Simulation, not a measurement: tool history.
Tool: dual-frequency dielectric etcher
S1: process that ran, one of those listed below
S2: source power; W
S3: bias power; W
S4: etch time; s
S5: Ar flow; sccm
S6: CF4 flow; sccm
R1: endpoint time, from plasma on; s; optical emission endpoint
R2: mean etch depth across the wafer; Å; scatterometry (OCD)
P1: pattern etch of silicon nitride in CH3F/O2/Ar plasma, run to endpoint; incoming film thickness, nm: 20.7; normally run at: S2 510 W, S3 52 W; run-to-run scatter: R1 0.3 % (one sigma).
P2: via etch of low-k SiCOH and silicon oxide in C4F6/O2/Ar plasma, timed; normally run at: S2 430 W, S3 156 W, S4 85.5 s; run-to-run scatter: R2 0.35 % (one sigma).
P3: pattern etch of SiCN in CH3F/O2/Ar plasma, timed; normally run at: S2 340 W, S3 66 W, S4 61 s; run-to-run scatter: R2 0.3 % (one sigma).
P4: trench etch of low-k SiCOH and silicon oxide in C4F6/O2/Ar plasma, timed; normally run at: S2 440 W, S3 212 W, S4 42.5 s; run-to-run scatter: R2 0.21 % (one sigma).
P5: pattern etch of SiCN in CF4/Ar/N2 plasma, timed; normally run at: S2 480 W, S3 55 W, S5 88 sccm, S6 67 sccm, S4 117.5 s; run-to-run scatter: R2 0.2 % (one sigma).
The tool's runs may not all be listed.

{"run": 1, "hour": 7.2, "S1": "P1", "S2": 510, "S3": 52, "R1": 30.102}
{"run": 2, "hour": 12.7, "S1": "P4", "S2": 620, "S3": 212, "S4": 42.5, "R2": 1711.6}
{"run": 3, "hour": 19.8, "S1": "P1", "S2": 660, "S3": 52, "R1": 27.179}
{"run": 4, "hour": 25.7, "S1": "P3", "S2": 340, "S3": 89, "S4": 61, "R2": 232.89}
{"run": 5, "hour": 32.3, "S1": "P4", "S2": 440, "S3": 212, "S4": 55.5, "R2": 1942.3}
{"run": 6, "hour": 35.5, "S1": "P5", "S2": 480, "S3": 36, "S4": 117.5, "S5": 88, "S6": 67, "R2": 866.53}
{"run": 7, "hour": 41.6, "S1": "P5", "S2": 480, "S3": 55, "S4": 117.5, "S5": 88, "S6": 67, "R2": 989.49}
{"run": 8, "hour": 45.5, "S1": "P2", "S2": 320, "S3": 156, "S4": 85.5, "R2": 2121.4}
{"run": 9, "hour": 51.5, "S1": "P1", "S2": 510, "S3": 52, "R1": 30.039}
{"run": 10, "hour": 55.0, "S1": "P3", "S2": 340, "S3": 66, "S4": 86, "R2": 295.96}
{"run": 11, "hour": 58.3, "S1": "P2", "S2": 430, "S3": 156, "S4": 85.5, "R2": 2393.9}
{"run": 12, "hour": 63.4, "S1": "P1", "S2": 650, "S3": 33, "R1": 30.998}
{"hour": 69.1, "done": "bias power generator calibrated"}
{"run": 13, "hour": 70.3, "S1": "P1", "S2": 350, "S3": 52, "R1": 34.841}
{"run": 14, "hour": 75.4, "S1": "P2", "S2": 430, "S3": 194, "S4": 85.5, "R2": 2557.8}
{"run": 15, "hour": 81.7, "S1": "P2", "S2": 430, "S3": 156, "S4": 85.5, "R2": 2375.2}
{"run": 16, "hour": 87.2, "S1": "P4", "S2": 440, "S3": 129, "S4": 42.5, "R2": 1284.7}
{"run": 17, "hour": 92.9, "S1": "P1", "S2": 510, "S3": 52, "R1": 30.177}
{"hour": 94.1, "done": "wet clean of the chamber"}
{"run": 18, "hour": 98.7, "S1": "P5", "S2": 620, "S3": 55, "S4": 117.5, "S5": 88, "S6": 67, "R2": 1235.4}
{"run": 19, "hour": 104.1, "S1": "P5", "S2": 480, "S3": 55, "S4": 117.5, "S5": 88, "S6": 67, "R2": 985.09}
{"run": 20, "hour": 109.7, "S1": "P2", "S2": 430, "S3": 156, "S4": 118, "R2": 3296.3}
{"run": 21, "hour": 114.9, "S1": "P1", "S2": 510, "S3": 52, "R1": 29.875}
{"run": 22, "hour": 120.5, "S1": "P4", "S2": 440, "S3": 212, "S4": 42.5, "R2": 1493.8}
{"run": 23, "hour": 127.7, "S1": "P1", "S2": 510, "S3": 64, "R1": 27.975}
{"run": 24, "hour": 133.8, "S1": "P1", "S2": 510, "S3": 52, "R1": 29.981}
{"run": 25, "hour": 137.7, "S1": "P5", "S2": 480, "S3": 55, "S4": 117.5, "S5": 58, "S6": 67, "R2": 1048.9}
{"run": 26, "hour": 143.1, "S1": "P1", "S2": 510, "S3": 30, "R1": 35.196}
{"run": 27, "hour": 150.4, "S1": "P3", "S2": 240, "S3": 66, "S4": 61, "R2": 183.43}
{"run": 28, "hour": 156.7, "S1": "P3", "S2": 340, "S3": 66, "S4": 61, "R2": 210.02}
{"run": 29, "hour": 160.3, "S1": "P1", "S2": 510, "S3": 52, "R1": 29.961}
{"run": 30, "hour": 166.3, "S1": "P5", "S2": 480, "S3": 55, "S4": 117.5, "S5": 88, "S6": 48, "R2": 932.68}
{"run": 31, "hour": 171.8, "S1": "P5", "S2": 480, "S3": 55, "S4": 79, "S5": 88, "S6": 67, "R2": 663.87}
{"run": 32, "hour": 176.6, "S1": "P1", "S2": 510, "S3": 52, "R1": 30.09}
{"run": 33, "hour": 183.2, "S1": "P1", "S2": 510, "S3": 52, "R1": 30.098}
{"run": 34, "hour": 188.7, "S1": "P1", "S2": 510, "S3": 52, "R1": 30.277}
{"run": 35, "hour": 194.4, "S1": "P1", "S2": 510, "S3": 52, "R1": 30.442}
{"hour": 195.6, "done": "wet clean of the chamber"}
{"run": 36, "hour": 201.0, "S1": "P1", "S2": 510, "S3": 52, "R1": 30.448}
{"run": 37, "hour": 205.5, "S1": "P1", "S2": 510, "S3": 52, "R1": 30.327}
{"run": 38, "hour": 210.2, "S1": "P1", "S2": 510, "S3": 52, "R1": 30.353}
{"run": 39, "hour": 213.7, "S1": "P1", "S2": 510, "S3": 52, "R1": 30.374}
{"run": 40, "hour": 217.4, "S1": "P1", "S2": 510, "S3": 52, "R1": 30.47}
{"run": 41, "hour": 221.7, "S1": "P1", "S2": 510, "S3": 52, "R1": 30.569}
{"run": 42, "hour": 228.2, "S1": "P1", "S2": 510, "S3": 52, "R1": 30.434}

What P1 gives has crept away from where it was. These 2 causes fit the log equally well, each at the size given:
A: bias power that arrives under what is set, % = 4.82
B: source power that arrives under what is set, % = 3.81
The creep began at about hour 176.6.
Why every other cause is out:
chamber walls in a state that lowers the etch rate, %: serviced at hour 195.6, which brought nothing back

4 check runs are offered, one wafer each, their results left as question marks. Which one tells the causes apart?
{"run": "check 1", "hour": 234.7, "S1": "P5", "S2": 480, "S3": 36, "S4": 117.5, "S5": 88, "S6": 67, "R2": "?"}
{"run": "check 2", "hour": 234.7, "S1": "P4", "S2": 510, "S3": 212, "S4": 50, "R2": "?"}
{"run": "check 3", "hour": 234.7, "S1": "P2", "S2": 330, "S3": 156, "S4": 85.5, "R2": "?"}
{"run": "check 4", "hour": 234.7, "S1": "P3", "S2": 340, "S3": 82, "S4": 73, "R2": "?"}

What each check would give under each cause:
check=check_1 result=R2 if_A=855.24 if_B=837.52
check=check_2 result=R2 if_A=1832.2 if_B=1833.6
check=check_3 result=R2 if_A=2120.2 if_B=2120.3
check=check_4 result=R2 if_A=266.45 if_B=267.41
How far apart the two closest causes lie, in the result that separates them most: check 1 2.09 %; check 2 0.07 %; check 3 0.01 %; check 4 0.36 %
Check 1 tells the causes apart: in the others they would give nearly the same result.

Check 1 was then run and gave: R2 837.29 Å. Which cause is it?

It is B: source power that arrives under what is set, %.

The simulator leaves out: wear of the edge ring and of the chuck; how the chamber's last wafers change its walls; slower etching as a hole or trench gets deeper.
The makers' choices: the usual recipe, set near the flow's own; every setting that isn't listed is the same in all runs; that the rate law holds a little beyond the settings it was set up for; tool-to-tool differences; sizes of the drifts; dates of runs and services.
